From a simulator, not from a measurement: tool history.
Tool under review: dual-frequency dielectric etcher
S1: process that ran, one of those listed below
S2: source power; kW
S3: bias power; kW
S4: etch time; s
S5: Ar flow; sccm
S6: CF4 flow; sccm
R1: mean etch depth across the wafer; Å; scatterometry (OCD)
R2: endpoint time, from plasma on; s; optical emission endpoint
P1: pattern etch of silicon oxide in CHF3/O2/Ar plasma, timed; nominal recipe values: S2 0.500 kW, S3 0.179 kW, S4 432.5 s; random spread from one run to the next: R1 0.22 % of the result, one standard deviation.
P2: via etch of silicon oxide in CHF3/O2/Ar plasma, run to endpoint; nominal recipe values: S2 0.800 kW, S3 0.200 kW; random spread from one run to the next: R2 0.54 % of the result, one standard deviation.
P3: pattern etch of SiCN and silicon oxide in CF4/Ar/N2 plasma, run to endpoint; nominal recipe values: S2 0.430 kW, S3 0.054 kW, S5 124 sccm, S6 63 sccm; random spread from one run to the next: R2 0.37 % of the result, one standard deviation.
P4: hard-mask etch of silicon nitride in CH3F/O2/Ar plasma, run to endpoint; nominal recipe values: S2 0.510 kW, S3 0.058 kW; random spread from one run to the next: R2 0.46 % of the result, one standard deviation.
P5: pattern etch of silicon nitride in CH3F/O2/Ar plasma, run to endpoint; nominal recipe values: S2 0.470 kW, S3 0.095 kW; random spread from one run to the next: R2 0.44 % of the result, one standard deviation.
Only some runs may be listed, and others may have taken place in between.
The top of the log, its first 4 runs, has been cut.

Run 5, day 2.683: S1 P3, S2 0.430 kW, S3 0.054 kW, S5 81 sccm, S6 63 sccm. Result: R2 11.880 s.
At day 2.771: bias power generator calibrated.
Run 6, day 3.388: S1 P4, S2 0.510 kW, S3 0.035 kW. Result: R2 60.308 s.
Run 7, day 3.875: S1 P3, S2 0.430 kW, S3 0.054 kW, S5 124 sccm, S6 85 sccm. Result: R2 12.127 s.
Run 8, day 4.192: S1 P5, S2 0.470 kW, S3 0.095 kW. Result: R2 29.476 s.
At day 4.338: wet clean of the chamber.
Run 9, day 4.729: S1 P3, S2 0.430 kW, S3 0.054 kW, S5 124 sccm, S6 63 sccm. Result: R2 12.834 s.
Run 10, day 5.217: S1 P1, S2 0.500 kW, S3 0.179 kW, S4 274.5 s. Result: R1 5176.6 Å.
Run 11, day 5.704: S1 P1, S2 0.500 kW, S3 0.179 kW, S4 432.5 s. Result: R1 8188.4 Å.
Run 12, day 6.133: S1 P1, S2 0.500 kW, S3 0.121 kW, S4 432.5 s. Result: R1 7173.6 Å.
Run 13, day 6.838: S1 P1, S2 0.500 kW, S3 0.179 kW, S4 432.5 s. Result: R1 8182.2 Å.
Run 14, day 7.150: S1 P1, S2 0.500 kW, S3 0.179 kW, S4 584.5 s. Result: R1 11032.0 Å.
Run 15, day 7.571: S1 P2, S2 0.800 kW, S3 0.200 kW. Result: R2 312.410 s.
Run 16, day 8.133: S1 P1, S2 0.500 kW, S3 0.179 kW, S4 432.5 s. Result: R1 8175.5 Å.
Run 17, day 8.621: S1 P1, S2 0.690 kW, S3 0.179 kW, S4 432.5 s. Result: R1 9248.6 Å.
Run 18, day 9.296: S1 P1, S2 0.500 kW, S3 0.213 kW, S4 432.5 s. Result: R1 8636.4 Å.
Run 19, day 9.833: S1 P1, S2 0.360 kW, S3 0.179 kW, S4 432.5 s. Result: R1 7218.2 Å.
Run 20, day 10.221: S1 P1, S2 0.340 kW, S3 0.179 kW, S4 574.5 s. Result: R1 9336.9 Å.
Run 21, day 10.908: S1 P1, S2 0.410 kW, S3 0.179 kW, S4 589.5 s. Result: R1 10316.0 Å.
Run 22, day 11.346: S1 P3, S2 0.350 kW, S3 0.054 kW, S5 124 sccm, S6 63 sccm. Result: R2 15.317 s.
Run 23, day 11.792: S1 P5, S2 0.470 kW, S3 0.095 kW. Result: R2 29.503 s.
Run 24, day 12.467: S1 P1, S2 0.500 kW, S3 0.179 kW, S4 432.5 s. Result: R1 8196.1 Å.
Run 25, day 12.817: S1 P1, S2 0.620 kW, S3 0.218 kW, S4 432.5 s. Result: R1 9481.2 Å.
Run 26, day 13.512: S1 P5, S2 0.650 kW, S3 0.095 kW. Result: R2 26.002 s.

Estimate the outcome of run 27 from the log above:
Run 27, day 13.946: S1 P2, S2 1.110 kW, S3 0.200 kW. Result: R2 ?.

{"run 27": {"R2": 275.17}}
